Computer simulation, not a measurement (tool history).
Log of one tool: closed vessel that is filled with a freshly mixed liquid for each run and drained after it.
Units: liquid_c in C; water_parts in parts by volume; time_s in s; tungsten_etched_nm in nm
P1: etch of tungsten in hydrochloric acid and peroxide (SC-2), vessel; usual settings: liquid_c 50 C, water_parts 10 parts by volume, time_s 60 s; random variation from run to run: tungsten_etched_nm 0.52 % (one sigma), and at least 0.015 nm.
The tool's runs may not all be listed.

run	day	liquid_c	water_parts	time_s	hours since the thermometer was replaced	hours since the chemicals flow meter was replaced	hours since the drum of peroxide was connected	tungsten_etched_nm
1	0.138	50	10	60	1126.5	1379.7	149.5	16.001
2	0.267	50	10	60	1129.6	1382.8	152.6	16.132
3	0.375	40.5	10	30	1132.2	1385.4	155.2	4.1345
4	0.542	50	4	60	1136.2	1389.4	159.2	32.181
5	0.658	50	15.5	30	1139	1392.2	162	5.5252
6	0.842	50	10	60	1143.4	1396.6	166.4	15.902
7	1.058	35.5	10	60	1148.6	1401.8	171.6	5.8002
8	1.254	50	10	60	1153.3	1406.5	176.3	15.991
# day 1.358: new drum of peroxide connected
9	1.404	50	10	110	1156.9	1410.1	1.2	29.451
# day 1.417: chemicals flow meter replaced
10	1.558	50	10	60	1160.6	3.5	4.9	15.981
11	1.7	60	10	60	1164	6.9	8.3	30.591
12	1.812	50	17.5	60	1166.7	9.6	11	9.7788
13	2.012	50	10	30	1171.5	14.4	15.8	8.0107
14	2.242	50	10	60	1177	19.9	21.3	16.05
15	2.404	50	10	60	1180.9	23.8	25.2	15.554
16	2.508	50	10	60	1183.4	26.3	27.7	15.268
17	2.638	50	10	60	1186.5	29.4	30.8	15.16
18	2.871	50	10	60	1192.1	35	36.4	14.741
19	3.004	50	10	60	1195.3	38.2	39.6	14.726
# day 3.012: new drum of peroxide connected
20	3.2	50	10	60	1200	42.9	4.5	14.541
21	3.35	50	10	60	1203.6	46.5	8.1	14.622
22	3.55	50	10	60	1208.4	51.3	12.9	14.525
23	3.675	50	10	60	1211.4	54.3	15.9	14.488
24	3.808	50	10	60	1214.6	57.5	19.1	14.619

What P1 gives has crept away from where it was. These 2 causes fit the log equally well, each at the size given:
A: liquid colder than its thermometer reads (K) = 1.51
B: chemicals flow below the setpoint (%) = 11.3
The creep began at about day 2.242.
Why every other cause is out:
peroxide weaker than its label (%): serviced at day 3.012, which brought nothing back

4 check runs are offered, each on 3 wafers whose results are averaged, their results left as question marks. Which one tells the causes apart?
check 1	3.942	43.5	4	60				?
check 2	3.942	36.5	16.5	60				?
check 3	3.942	58.5	10	105				?
check 4	3.942	41	16.5	60				?

What each check would give under each cause:
check	result	if A	if B
check 1	tungsten_etched_nm	18.548	18.995
check 2	tungsten_etched_nm	3.6418	3.6511
check 3	tungsten_etched_nm	44.288	44.072
check 4	tungsten_etched_nm	5.0415	5.0386
How far apart the two closest causes lie, in the result that separates them most: check 1 2.38 %; check 2 0.26 %; check 3 0.49 %; check 4 0.06 %
Only check 1 tells the causes apart: in the others they would give nearly the same result.

Check 1 was then run and gave: tungsten_etched_nm 18.951 nm. Which cause is it?

It is B: chemicals flow below the setpoint (%).

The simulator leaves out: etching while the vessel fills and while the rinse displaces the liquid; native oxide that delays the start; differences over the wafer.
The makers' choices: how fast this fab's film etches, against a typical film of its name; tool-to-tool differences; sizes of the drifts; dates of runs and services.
